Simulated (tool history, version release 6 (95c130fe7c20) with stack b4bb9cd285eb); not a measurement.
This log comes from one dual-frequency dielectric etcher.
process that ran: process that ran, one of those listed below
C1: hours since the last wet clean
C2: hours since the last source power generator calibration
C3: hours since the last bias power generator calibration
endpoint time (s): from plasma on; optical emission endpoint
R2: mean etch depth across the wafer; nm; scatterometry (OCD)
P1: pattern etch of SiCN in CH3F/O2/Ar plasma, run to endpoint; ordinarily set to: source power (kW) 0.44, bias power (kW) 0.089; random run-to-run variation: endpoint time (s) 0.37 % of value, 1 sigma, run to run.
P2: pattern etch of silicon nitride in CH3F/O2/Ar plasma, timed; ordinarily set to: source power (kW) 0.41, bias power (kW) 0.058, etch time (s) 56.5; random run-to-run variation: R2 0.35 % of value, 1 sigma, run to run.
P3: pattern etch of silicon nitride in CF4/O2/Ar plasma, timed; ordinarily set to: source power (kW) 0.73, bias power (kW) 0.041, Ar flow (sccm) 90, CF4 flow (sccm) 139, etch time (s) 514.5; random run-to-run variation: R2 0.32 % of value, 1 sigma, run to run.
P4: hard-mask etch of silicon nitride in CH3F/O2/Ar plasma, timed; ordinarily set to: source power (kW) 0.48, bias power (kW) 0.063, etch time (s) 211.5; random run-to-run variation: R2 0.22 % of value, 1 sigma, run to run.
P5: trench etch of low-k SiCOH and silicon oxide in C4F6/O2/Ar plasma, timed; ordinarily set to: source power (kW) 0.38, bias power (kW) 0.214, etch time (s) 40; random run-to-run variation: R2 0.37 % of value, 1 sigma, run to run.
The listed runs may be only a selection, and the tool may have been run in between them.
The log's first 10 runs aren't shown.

run 11 hour=48.7 | process_that_ran=P5 source_power_(kW)=0.38 bias_power_(kW)=0.214 etch_time_(s)=59.5 | C1=504.3 C2=26.5 C3=1296.9 | R2=189.29
run 12 hour=52.1 | process_that_ran=P1 source_power_(kW)=0.44 bias_power_(kW)=0.105 | C1=507.7 C2=29.9 C3=1300.3 | endpoint_time_(s)=19.226
run 13 hour=57.2 | process_that_ran=P2 source_power_(kW)=0.41 bias_power_(kW)=0.058 etch_time_(s)=56.5 | C1=512.8 C2=35 C3=1305.4 | R2=36.269
run 14 hour=60.2 | process_that_ran=P5 source_power_(kW)=0.38 bias_power_(kW)=0.272 etch_time_(s)=40 | C1=515.8 C2=38 C3=1308.4 | R2=138.48
run 15 hour=62.9 | process_that_ran=P1 source_power_(kW)=0.28 bias_power_(kW)=0.119 | C1=518.5 C2=40.7 C3=1311.1 | endpoint_time_(s)=21.635
run 16 hour=66.1 | process_that_ran=P1 source_power_(kW)=0.44 bias_power_(kW)=0.089 | C1=521.7 C2=43.9 C3=1314.3 | endpoint_time_(s)=20.524
run 17 hour=71.3 | process_that_ran=P3 source_power_(kW)=0.73 bias_power_(kW)=0.031 Ar_flow_(sccm)=90 CF4_flow_(sccm)=139 etch_time_(s)=514.5 | C1=526.9 C2=49.1 C3=1319.5 | R2=1259.3
run 18 hour=76.3 | process_that_ran=P1 source_power_(kW)=0.55 bias_power_(kW)=0.108 | C1=531.9 C2=54.1 C3=1324.5 | endpoint_time_(s)=17.469
run 19 hour=80 | process_that_ran=P4 source_power_(kW)=0.48 bias_power_(kW)=0.063 etch_time_(s)=211.5 | C1=535.6 C2=57.8 C3=1328.2 | R2=148.95
run 20 hour=82.5 | process_that_ran=P4 source_power_(kW)=0.48 bias_power_(kW)=0.063 etch_time_(s)=159.5 | C1=538.1 C2=60.3 C3=1330.7 | R2=112.55
run 21 hour=86.9 | process_that_ran=P1 source_power_(kW)=0.44 bias_power_(kW)=0.062 | C1=542.5 C2=64.7 C3=1335.1 | endpoint_time_(s)=23.207
run 22 hour=91.2 | process_that_ran=P4 source_power_(kW)=0.61 bias_power_(kW)=0.063 etch_time_(s)=211.5 | C1=546.8 C2=69 C3=1339.4 | R2=163.21
run 23 hour=93.6 | process_that_ran=P4 source_power_(kW)=0.48 bias_power_(kW)=0.043 etch_time_(s)=211.5 | C1=549.2 C2=71.4 C3=1341.8 | R2=131.4
run 24 hour=95.9 | process_that_ran=P1 source_power_(kW)=0.53 bias_power_(kW)=0.089 | C1=551.5 C2=73.7 C3=1344.1 | endpoint_time_(s)=19.197
run 25 hour=99.7 | process_that_ran=P1 source_power_(kW)=0.44 bias_power_(kW)=0.089 | C1=555.3 C2=77.5 C3=1347.9 | endpoint_time_(s)=20.528

Run 26 comes next. What will it give?
run 26 hour=103.7 | process_that_ran=P3 source_power_(kW)=0.73 bias_power_(kW)=0.041 Ar_flow_(sccm)=90 CF4_flow_(sccm)=139 etch_time_(s)=297.5 | C1=559.3 C2=81.5 C3=1351.9 | R2=?

{"run 26": {"R2": 791.71}}

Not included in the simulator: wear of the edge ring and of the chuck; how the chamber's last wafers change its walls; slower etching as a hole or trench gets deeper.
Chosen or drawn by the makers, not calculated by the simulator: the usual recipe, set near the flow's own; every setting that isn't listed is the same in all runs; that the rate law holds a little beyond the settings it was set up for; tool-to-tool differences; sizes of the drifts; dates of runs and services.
